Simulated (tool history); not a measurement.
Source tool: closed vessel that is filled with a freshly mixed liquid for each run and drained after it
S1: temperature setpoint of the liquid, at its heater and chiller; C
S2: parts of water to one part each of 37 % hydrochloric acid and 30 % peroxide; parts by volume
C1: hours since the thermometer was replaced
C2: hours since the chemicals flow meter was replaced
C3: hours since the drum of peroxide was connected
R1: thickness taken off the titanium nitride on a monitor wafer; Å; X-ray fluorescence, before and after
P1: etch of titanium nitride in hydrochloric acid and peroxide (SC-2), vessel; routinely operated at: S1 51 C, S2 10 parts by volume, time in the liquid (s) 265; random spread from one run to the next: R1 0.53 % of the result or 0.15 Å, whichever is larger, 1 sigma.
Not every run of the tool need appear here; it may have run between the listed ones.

{"run": 1, "hour": 15.3, "S1": 51, "S2": 10, "time in the liquid (s)": 265, "C1": 732, "C2": 1202.9, "C3": 566.9, "R1": 78.694}
{"run": 2, "hour": 27.3, "S1": 51, "S2": 10, "time in the liquid (s)": 265, "C1": 744, "C2": 1214.9, "C3": 578.9, "R1": 77.47}
{"run": 3, "hour": 35.0, "S1": 51, "S2": 10, "time in the liquid (s)": 265, "C1": 751.7, "C2": 1222.6, "C3": 586.6, "R1": 78.308}
{"run": 4, "hour": 42.5, "S1": 51, "S2": 10, "time in the liquid (s)": 135, "C1": 759.2, "C2": 1230.1, "C3": 594.1, "R1": 40.399}
{"run": 5, "hour": 49.3, "S1": 51, "S2": 10, "time in the liquid (s)": 265, "C1": 766, "C2": 1236.9, "C3": 600.9, "R1": 79.242}
{"run": 6, "hour": 60.0, "S1": 51, "S2": 16, "time in the liquid (s)": 265, "C1": 776.7, "C2": 1247.6, "C3": 611.6, "R1": 51.973}
{"run": 7, "hour": 67.2, "S1": 51, "S2": 4, "time in the liquid (s)": 265, "C1": 783.9, "C2": 1254.8, "C3": 618.8, "R1": 156.74}
{"run": 8, "hour": 74.8, "S1": 36.5, "S2": 10, "time in the liquid (s)": 420, "C1": 791.5, "C2": 1262.4, "C3": 626.4, "R1": 45.116}
{"run": 9, "hour": 89.5, "S1": 67.5, "S2": 10, "time in the liquid (s)": 265, "C1": 806.2, "C2": 1277.1, "C3": 641.1, "R1": 219.42}
{"run": 10, "hour": 101.1, "S1": 51, "S2": 10, "time in the liquid (s)": 265, "C1": 817.8, "C2": 1288.7, "C3": 652.7, "R1": 78.37}
{"run": 11, "hour": 114.9, "S1": 51, "S2": 10, "time in the liquid (s)": 395, "C1": 831.6, "C2": 1302.5, "C3": 666.5, "R1": 116.54}
{"run": 12, "hour": 127.3, "S1": 37, "S2": 4, "time in the liquid (s)": 265, "C1": 844, "C2": 1314.9, "C3": 678.9, "R1": 59.14}
{"run": 13, "hour": 139.7, "S1": 51, "S2": 17.5, "time in the liquid (s)": 90, "C1": 856.4, "C2": 1327.3, "C3": 691.3, "R1": 16.44}
{"run": 14, "hour": 147.8, "S1": 51, "S2": 10, "time in the liquid (s)": 265, "C1": 864.5, "C2": 1335.4, "C3": 699.4, "R1": 78.808}
{"run": 15, "hour": 159.9, "S1": 35, "S2": 10, "time in the liquid (s)": 265, "C1": 876.6, "C2": 1347.5, "C3": 711.5, "R1": 25.664}
{"run": 16, "hour": 167.5, "S1": 51, "S2": 10, "time in the liquid (s)": 265, "C1": 884.2, "C2": 1355.1, "C3": 719.1, "R1": 77.988}
{"run": 17, "hour": 178.5, "S1": 51, "S2": 10, "time in the liquid (s)": 265, "C1": 895.2, "C2": 1366.1, "C3": 730.1, "R1": 80.443}
{"run": 18, "hour": 192.5, "S1": 51, "S2": 10, "time in the liquid (s)": 265, "C1": 909.2, "C2": 1380.1, "C3": 744.1, "R1": 81.826}
{"run": 19, "hour": 202.8, "S1": 51, "S2": 10, "time in the liquid (s)": 265, "C1": 919.5, "C2": 1390.4, "C3": 754.4, "R1": 82.73}
{"run": 20, "hour": 213.6, "S1": 51, "S2": 10, "time in the liquid (s)": 265, "C1": 930.3, "C2": 1401.2, "C3": 765.2, "R1": 84.371}
{"run": 21, "hour": 228.7, "S1": 51, "S2": 10, "time in the liquid (s)": 265, "C1": 945.4, "C2": 1416.3, "C3": 780.3, "R1": 84.046}
{"run": 22, "hour": 240.1, "S1": 51, "S2": 10, "time in the liquid (s)": 265, "C1": 956.8, "C2": 1427.7, "C3": 791.7, "R1": 85.135}
{"run": 23, "hour": 252.7, "S1": 51, "S2": 10, "time in the liquid (s)": 265, "C1": 969.4, "C2": 1440.3, "C3": 804.3, "R1": 85.25}
{"run": 24, "hour": 266.7, "S1": 51, "S2": 10, "time in the liquid (s)": 265, "C1": 983.4, "C2": 1454.3, "C3": 818.3, "R1": 84.879}
{"run": 25, "hour": 277.1, "S1": 51, "S2": 10, "time in the liquid (s)": 265, "C1": 993.8, "C2": 1464.7, "C3": 828.7, "R1": 84.515}
{"run": 26, "hour": 290.8, "S1": 51, "S2": 10, "time in the liquid (s)": 265, "C1": 1007.5, "C2": 1478.4, "C3": 842.4, "R1": 85.009}
{"run": 27, "hour": 304.5, "S1": 51, "S2": 10, "time in the liquid (s)": 265, "C1": 1021.2, "C2": 1492.1, "C3": 856.1, "R1": 85.142}

The output of P1 has drifted from where it used to be. Each of the 2 causes below, taken at the size shown beside it, accounts for the log equally well:
A: liquid hotter than its thermometer reads (K) = 1.28
B: chemicals flow above the setpoint (%) = 10.7
Creep in the process output first set in at about hour 167.5.
Ruled out, with reasons:
peroxide weaker than its label (%): at most 8, giving a -7.4 % change in R1: too small, or against the direction of the creep

Below are 4 check runs, each averaged over 3 wafers, with their results shown as question marks. Which of them would give clearly different results depending on which cause is behind the drift?
{"run": "check 1", "hour": 318.2, "S1": 35.5, "S2": 14, "time in the liquid (s)": 265, "R1": "?"}
{"run": "check 2", "hour": 318.2, "S1": 51, "S2": 7, "time in the liquid (s)": 265, "R1": "?"}
{"run": "check 3", "hour": 318.2, "S1": 40, "S2": 4, "time in the liquid (s)": 265, "R1": "?"}
{"run": "check 4", "hour": 318.2, "S1": 66.5, "S2": 7, "time in the liquid (s)": 265, "R1": "?"}

What every check run would give for each of its results, assuming each possible cause in turn:
check=check_1 result=R1 if_A=21.928 if_B=21.822
check=check_2 result=R1 if_A=113.65 if_B=112.94
check=check_3 result=R1 if_A=80.648 if_B=78.748
check=check_4 result=R1 if_A=300.62 if_B=300.99
Per-check spread between the two closest causes, in the result where they differ most: check 1 0.48 %; check 2 0.63 %; check 3 2.38 %; check 4 0.12 %
Of the check runs offered, only check 3 discriminates between the causes; the rest would read about the same regardless of which cause applies.

Running check 3 produced the following: R1 78.563 Å. Which one of the listed causes fits?

The cause is B: chemicals flow above the setpoint (%).

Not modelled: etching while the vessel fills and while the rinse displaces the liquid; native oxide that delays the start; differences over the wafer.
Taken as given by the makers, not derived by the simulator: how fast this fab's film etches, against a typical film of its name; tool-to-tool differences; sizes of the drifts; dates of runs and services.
